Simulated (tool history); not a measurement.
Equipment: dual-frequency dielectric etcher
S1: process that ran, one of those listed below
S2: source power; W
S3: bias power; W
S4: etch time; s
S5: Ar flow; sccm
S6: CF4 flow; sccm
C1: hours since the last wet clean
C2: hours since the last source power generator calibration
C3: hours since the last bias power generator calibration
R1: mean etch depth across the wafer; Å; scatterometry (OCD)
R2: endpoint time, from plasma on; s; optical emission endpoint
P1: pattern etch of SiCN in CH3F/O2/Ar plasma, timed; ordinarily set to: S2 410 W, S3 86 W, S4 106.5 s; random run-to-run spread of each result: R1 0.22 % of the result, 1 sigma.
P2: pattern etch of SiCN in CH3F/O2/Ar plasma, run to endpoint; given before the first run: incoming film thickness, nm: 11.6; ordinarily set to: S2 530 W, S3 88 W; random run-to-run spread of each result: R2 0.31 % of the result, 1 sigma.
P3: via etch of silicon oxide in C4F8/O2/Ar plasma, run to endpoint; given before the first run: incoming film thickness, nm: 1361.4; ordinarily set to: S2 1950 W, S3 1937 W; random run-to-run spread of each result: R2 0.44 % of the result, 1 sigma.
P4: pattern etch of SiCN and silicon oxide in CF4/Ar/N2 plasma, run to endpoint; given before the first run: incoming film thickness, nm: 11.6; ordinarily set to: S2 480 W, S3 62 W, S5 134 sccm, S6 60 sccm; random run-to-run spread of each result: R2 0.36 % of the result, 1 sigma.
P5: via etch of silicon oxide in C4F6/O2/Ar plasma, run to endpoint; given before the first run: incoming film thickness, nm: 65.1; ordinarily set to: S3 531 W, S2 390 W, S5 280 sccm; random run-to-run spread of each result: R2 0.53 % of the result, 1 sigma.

Run 1, hour 7.6: S1 P1, S2 410 W, S3 86 W, S4 106.5 s; C1 178; C2 2341.9; C3 1556.5. Result: R1 428.52 Å.
Run 2, hour 14: S1 P1, S2 410 W, S3 54 W, S4 72 s; C1 184.4; C2 2348.3; C3 1562.9. Result: R1 246.07 Å.
Run 3, hour 21.5: S1 P1, S2 410 W, S3 63 W, S4 106.5 s; C1 191.9; C2 2355.8; C3 1570.4. Result: R1 382.16 Å.
Run 4, hour 28.1: S1 P5, S2 390 W, S3 531 W, S5 280 sccm; C1 198.5; C2 2362.4; C3 1577. Result: R2 13.966 s.
At hour 34.7: source power generator calibrated.
Run 5, hour 36.9: S1 P5, S2 500 W, S3 531 W, S5 280 sccm; C1 207.3; C2 2.3; C3 1585.8. Result: R2 12.809 s.
At hour 42: wet clean of the chamber.
Run 6, hour 44.8: S1 P2, S2 530 W, S3 88 W; C1 2.8; C2 10.2; C3 1593.7. Result: R2 25.649 s.
Run 7, hour 53: S1 P3, S2 2550 W, S3 1937 W; C1 11; C2 18.4; C3 1601.9. Result: R2 239.53 s.
Run 8, hour 57.6: S1 P3, S2 1950 W, S3 1937 W; C1 15.6; C2 23; C3 1606.5. Result: R2 266.48 s.
Run 9, hour 64.8: S1 P3, S2 1950 W, S3 1937 W; C1 22.8; C2 30.2; C3 1613.7. Result: R2 267.68 s.
Run 10, hour 69.3: S1 P5, S2 390 W, S3 531 W, S5 390 sccm; C1 27.3; C2 34.7; C3 1618.2. Result: R2 14.52 s.
Run 11, hour 75.4: S1 P1, S2 410 W, S3 86 W, S4 106.5 s; C1 33.4; C2 40.8; C3 1624.3. Result: R1 427.32 Å.
Run 12, hour 82.5: S1 P1, S2 410 W, S3 86 W, S4 106.5 s; C1 40.5; C2 47.9; C3 1631.4. Result: R1 429.06 Å.
Run 13, hour 87: S1 P5, S2 390 W, S3 314 W, S5 280 sccm; C1 45; C2 52.4; C3 1635.9. Result: R2 17.059 s.
Run 14, hour 95.7: S1 P2, S2 530 W, S3 116 W; C1 53.7; C2 61.1; C3 1644.6. Result: R2 23.322 s.
Run 15, hour 103.9: S1 P1, S2 410 W, S3 86 W, S4 58.5 s; C1 61.9; C2 69.3; C3 1652.8. Result: R1 234.58 Å.
Run 16, hour 110.5: S1 P4, S2 480 W, S3 79 W, S5 134 sccm, S6 60 sccm; C1 68.5; C2 75.9; C3 1659.4. Result: R2 13.132 s.
Run 17, hour 114.4: S1 P4, S2 480 W, S3 62 W, S5 134 sccm, S6 60 sccm; C1 72.4; C2 79.8; C3 1663.3. Result: R2 14.413 s.
Run 18, hour 119.3: S1 P2, S2 390 W, S3 88 W; C1 77.3; C2 84.7; C3 1668.2. Result: R2 28.833 s.
Run 19, hour 125.3: S1 P4, S2 480 W, S3 62 W, S5 186 sccm, S6 60 sccm; C1 83.3; C2 90.7; C3 1674.2. Result: R2 15.233 s.
Run 20, hour 133.6: S1 P1, S2 410 W, S3 86 W, S4 106.5 s; C1 91.6; C2 99; C3 1682.5. Result: R1 427.65 Å.
Run 21, hour 142: S1 P4, S2 570 W, S3 62 W, S5 134 sccm, S6 60 sccm; C1 100; C2 107.4; C3 1690.9. Result: R2 12.326 s.
Run 22, hour 151: S1 P4, S2 480 W, S3 62 W, S5 134 sccm, S6 79 sccm; C1 109; C2 116.4; C3 1699.9. Result: R2 13.72 s.
Run 23, hour 156.4: S1 P3, S2 1950 W, S3 2320 W; C1 114.4; C2 121.8; C3 1705.3. Result: R2 249.83 s.
Run 24, hour 164.9: S1 P1, S2 410 W, S3 119 W, S4 106.5 s; C1 122.9; C2 130.3; C3 1713.8. Result: R1 483.82 Å.
Run 25, hour 170.1: S1 P1, S2 540 W, S3 86 W, S4 106.5 s; C1 128.1; C2 135.5; C3 1719. Result: R1 474.22 Å.
Run 26, hour 174.3: S1 P1, S2 270 W, S3 86 W, S4 106.5 s; C1 132.3; C2 139.7; C3 1723.2. Result: R1 366.87 Å.
Run 27, hour 179.8: S1 P1, S2 410 W, S3 86 W, S4 134 s; C1 137.8; C2 145.2; C3 1728.7. Result: R1 535.5 Å.
Run 28, hour 184.1: S1 P1, S2 410 W, S3 86 W, S4 106.5 s; C1 142.1; C2 149.5; C3 1733. Result: R1 428.52 Å.
Run 29, hour 189.3: S1 P1, S2 410 W, S3 86 W, S4 106.5 s; C1 147.3; C2 154.7; C3 1738.2. Result: R1 429.2 Å.
Run 30, hour 197.5: S1 P1, S2 410 W, S3 86 W, S4 106.5 s; C1 155.5; C2 162.9; C3 1746.4. Result: R1 433.26 Å.
Run 31, hour 203.6: S1 P1, S2 410 W, S3 86 W, S4 106.5 s; C1 161.6; C2 169; C3 1752.5. Result: R1 431.41 Å.
Run 32, hour 208.2: S1 P1, S2 410 W, S3 86 W, S4 106.5 s; C1 166.2; C2 173.6; C3 1757.1. Result: R1 433.94 Å.
Run 33, hour 216.6: S1 P1, S2 410 W, S3 86 W, S4 106.5 s; C1 174.6; C2 182; C3 1765.5. Result: R1 436.1 Å.
Run 34, hour 223.8: S1 P1, S2 410 W, S3 86 W, S4 106.5 s; C1 181.8; C2 189.2; C3 1772.7. Result: R1 433.28 Å.
At hour 224.2: wet clean of the chamber.
Run 35, hour 231.9: S1 P1, S2 410 W, S3 86 W, S4 106.5 s; C1 7.7; C2 197.3; C3 1780.8. Result: R1 432.88 Å.
Run 36, hour 238.4: S1 P1, S2 410 W, S3 86 W, S4 106.5 s; C1 14.2; C2 203.8; C3 1787.3. Result: R1 436.11 Å.

The output of P1 has drifted from where it used to be. Each of the 2 causes below, taken at the size shown beside it, accounts for the log equally well:
A: bias power that arrives over what is set, % = 4.32
B: source power that arrives over what is set, % = 4.26
Onset of the creep was near hour 184.1.
Ruled out, with reasons:
chamber walls in a state that raises the etch rate, %: serviced after onset, at hour 224.2, with no recovery of the prior output

You are offered 4 check runs, listed below with question marks in place of their results; each one averages 2 wafers. Which run separates the listed causes by giving clearly different results for each?
Run check 1, hour 244.9: S1 P2, S2 530 W, S3 88 W. Result: R2 ?.
Run check 2, hour 244.9: S1 P5, S2 390 W, S3 531 W, S5 280 sccm. Result: R2 ?.
Run check 3, hour 244.9: S1 P4, S2 480 W, S3 62 W, S5 134 sccm, S6 60 sccm. Result: R2 ?.
Run check 4, hour 244.9: S1 P3, S2 1950 W, S3 1937 W. Result: R2 ?.

What each check would give under each cause:
  check  result    if A    if B
check 1      R2   25.35  25.344
check 2      R2  13.859  13.868
check 3      R2  14.187  13.882
check 4      R2  263.57  262.36
How far apart the two closest causes lie, in the result that separates them most: check 1 0.03 %; check 2 0.07 %; check 3 2.18 %; check 4 0.46 %
Check 3 tells the causes apart: in the others they would give nearly the same result.

Then check 3 was run and gave: R2 14.179 s. Which cause is it?

It was cause A: bias power that arrives over what is set, %.
